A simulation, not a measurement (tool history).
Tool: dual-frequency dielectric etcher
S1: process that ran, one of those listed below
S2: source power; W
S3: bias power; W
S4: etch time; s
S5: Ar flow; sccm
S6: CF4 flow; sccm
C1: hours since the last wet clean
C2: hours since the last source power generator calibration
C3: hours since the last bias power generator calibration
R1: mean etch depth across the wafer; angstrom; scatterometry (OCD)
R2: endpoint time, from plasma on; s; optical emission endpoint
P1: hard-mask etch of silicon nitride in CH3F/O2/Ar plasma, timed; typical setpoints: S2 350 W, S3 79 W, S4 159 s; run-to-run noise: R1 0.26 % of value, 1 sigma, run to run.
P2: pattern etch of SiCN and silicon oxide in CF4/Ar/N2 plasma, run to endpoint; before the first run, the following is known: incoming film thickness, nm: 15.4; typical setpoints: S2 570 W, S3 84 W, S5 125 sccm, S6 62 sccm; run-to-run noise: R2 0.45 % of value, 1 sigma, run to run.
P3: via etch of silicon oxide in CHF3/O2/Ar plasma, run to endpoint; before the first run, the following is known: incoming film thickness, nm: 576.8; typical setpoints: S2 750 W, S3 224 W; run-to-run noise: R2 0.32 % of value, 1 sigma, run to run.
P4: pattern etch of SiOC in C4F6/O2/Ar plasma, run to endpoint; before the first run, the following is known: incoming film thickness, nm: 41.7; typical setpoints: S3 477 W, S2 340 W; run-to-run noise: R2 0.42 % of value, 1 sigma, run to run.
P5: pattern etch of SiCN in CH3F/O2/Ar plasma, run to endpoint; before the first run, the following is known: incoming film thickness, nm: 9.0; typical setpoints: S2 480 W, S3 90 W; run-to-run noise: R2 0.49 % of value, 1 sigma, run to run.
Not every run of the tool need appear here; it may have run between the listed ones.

| run | hour | S1 | S2 | S3 | S4 | S5 | S6 | C1 | C2 | C3 | R1 | R2 |
|---|---|---|---|---|---|---|---|---|---|---|---|---|
| 1 | 7.8 | P1 | 350 | 79 | 159 |  |  | 275 | 281.1 | 1293.5 | 1099.7 |  |
| 2 | 23.1 | P2 | 570 | 84 |  | 125 | 62 | 290.3 | 296.4 | 1308.8 |  | 14.449 |
| 3 | 30.1 | P1 | 350 | 111 | 125 |  |  | 297.3 | 303.4 | 1315.8 | 976.18 |  |
| 4 | 44.6 | P1 | 350 | 79 | 109.5 |  |  | 311.8 | 317.9 | 1330.3 | 755.8 |  |
| 5 | 55 | P1 | 250 | 79 | 159 |  |  | 322.2 | 328.3 | 1340.7 | 968.2 |  |
| 6 | 65.3 | P3 | 1040 | 224 |  |  |  | 332.5 | 338.6 | 1351 |  | 219.96 |
| 7 | 76.9 | P2 | 570 | 84 |  | 174 | 62 | 344.1 | 350.2 | 1362.6 |  | 15.265 |
| 8 | 88.1 | P5 | 580 | 90 |  |  |  | 355.3 | 361.4 | 1373.8 |  | 19.089 |
| 9 | 95.9 | P3 | 750 | 224 |  |  |  | 363.1 | 369.2 | 1381.6 |  | 248.47 |
| 10 | 105.8 | P2 | 570 | 104 |  | 125 | 62 | 373 | 379.1 | 1391.5 |  | 13.393 |
| 11 | 119.1 | P2 | 570 | 84 |  | 125 | 44 | 386.3 | 392.4 | 1404.8 |  | 15.327 |
| 12 | 135.1 | P1 | 350 | 79 | 159 |  |  | 402.3 | 408.4 | 1420.8 | 1089.6 |  |
| 13 | 143.3 | P3 | 750 | 150 |  |  |  | 410.5 | 416.6 | 1429 |  | 283.82 |
| 14 | 156.8 | P5 | 480 | 127 |  |  |  | 424 | 430.1 | 1442.5 |  | 17.806 |
| 15 | 170.8 | P4 | 340 | 339 |  |  |  | 438 | 444.1 | 1456.5 |  | 17.281 |
| 16 | 184.7 | P1 | 350 | 79 | 159 |  |  | 451.9 | 458 | 1470.4 | 1095.2 |  |
| 17 | 195.9 | P5 | 480 | 90 |  |  |  | 463.1 | 469.2 | 1481.6 |  | 20.436 |
| 18 | 205.3 | P1 | 350 | 48 | 235 |  |  | 472.5 | 478.6 | 1491 | 1374.7 |  |
| 19 | 220.2 | P1 | 350 | 79 | 224 |  |  | 487.4 | 493.5 | 1505.9 | 1544.3 |  |
| 20 | 229.8 | P1 | 350 | 79 | 159 |  |  | 497 | 503.1 | 1515.5 | 1094.8 |  |
| 21 | 242.2 | P2 | 770 | 84 |  | 125 | 62 | 509.4 | 515.5 | 1527.9 |  | 11.217 |
| 22 | 252 | P1 | 350 | 63 | 159 |  |  | 519.2 | 525.3 | 1537.7 | 1014.4 |  |
| 23 | 265.1 | P1 | 350 | 112 | 159 |  |  | 532.3 | 538.4 | 1550.8 | 1241.7 |  |
| 24 | 279.8 | P1 | 470 | 79 | 159 |  |  | 547 | 553.1 | 1565.5 | 1233.4 |  |
| 25 | 294.5 | P4 | 460 | 477 |  |  |  | 561.7 | 567.8 | 1580.2 |  | 13.629 |
| 26 | 309.6 | P4 | 340 | 477 |  |  |  | 576.8 | 582.9 | 1595.3 |  | 15.284 |
| 27 | 323.1 | P1 | 350 | 79 | 159 |  |  | 590.3 | 596.4 | 1608.8 | 1103.3 |  |
| 28 | 339 | P1 | 350 | 79 | 159 |  |  | 606.2 | 612.3 | 1624.7 | 1091.3 |  |
| 29 | 350 | P1 | 350 | 79 | 159 |  |  | 617.2 | 623.3 | 1635.7 | 1098.6 |  |
| 30 | 360 | P1 | 350 | 79 | 159 |  |  | 627.2 | 633.3 | 1645.7 | 1107 |  |
| 31 | 369.1 | P1 | 350 | 79 | 159 |  |  | 636.3 | 642.4 | 1654.8 | 1107.9 |  |
| 32 | 382.6 | P1 | 350 | 79 | 159 |  |  | 649.8 | 655.9 | 1668.3 | 1106.1 |  |
|  | 388.6 | wet clean of the chamber |
| 33 | 392.9 | P1 | 350 | 79 | 159 |  |  | 4.4 | 666.2 | 1678.6 | 1106.2 |  |
| 34 | 408.4 | P1 | 350 | 79 | 159 |  |  | 19.9 | 681.7 | 1694.1 | 1112.8 |  |
| 35 | 418.3 | P1 | 350 | 79 | 159 |  |  | 29.8 | 691.6 | 1704 | 1110.1 |  |
| 36 | 425.9 | P1 | 350 | 79 | 159 |  |  | 37.4 | 699.2 | 1711.6 | 1111.9 |  |
| 37 | 433.2 | P1 | 350 | 79 | 159 |  |  | 44.7 | 706.5 | 1718.9 | 1113.6 |  |
| 38 | 445.9 | P1 | 350 | 79 | 159 |  |  | 57.4 | 719.2 | 1731.6 | 1113.7 |  |
| 39 | 455.9 | P1 | 350 | 79 | 159 |  |  | 67.4 | 729.2 | 1741.6 | 1111 |  |

Something has made what P1 gives creep away from where it was; the 2 causes below, each at its own stated size, fit the log equally well:
A: bias power that arrives over what is set, % = 4.6
B: source power that arrives over what is set, % = 4.34
The process output started creeping at around hour 339.
Why every other cause is out:
chamber walls in a state that raises the etch rate, %: serviced at hour 388.6, after the drift had started, without restoring the earlier output

4 check runs are offered, each on 3 wafers whose results are averaged, their results left as question marks. Which one tells the causes apart?
| check 1 | 465.9 | P2 | 700 | 97 |  | 125 | 62 |  |  |  |  | ? |
| check 2 | 465.9 | P3 | 940 | 176 |  |  |  |  |  |  |  | ? |
| check 3 | 465.9 | P5 | 560 | 116 |  |  |  |  |  |  |  | ? |
| check 4 | 465.9 | P4 | 450 | 396 |  |  |  |  |  |  |  | ? |

Outcome of each check run for each possible cause:
| check | result | if A | if B |
|---|---|---|---|
| check 1 | R2 | 11.285 | 11.055 |
| check 2 | R2 | 243.13 | 242.69 |
| check 3 | R2 | 17.243 | 17.269 |
| check 4 | R2 | 14.494 | 14.498 |
Separation of the two closest causes in each check, using whichever result separates them best: check 1 2.06 %; check 2 0.18 %; check 3 0.15 %; check 4 0.03 %
Check 1 tells the causes apart: in the others they would give nearly the same result.

Running check 1 produced the following: R2 11.088 s. Which one of the listed causes fits?

The cause is B: source power that arrives over what is set, %.
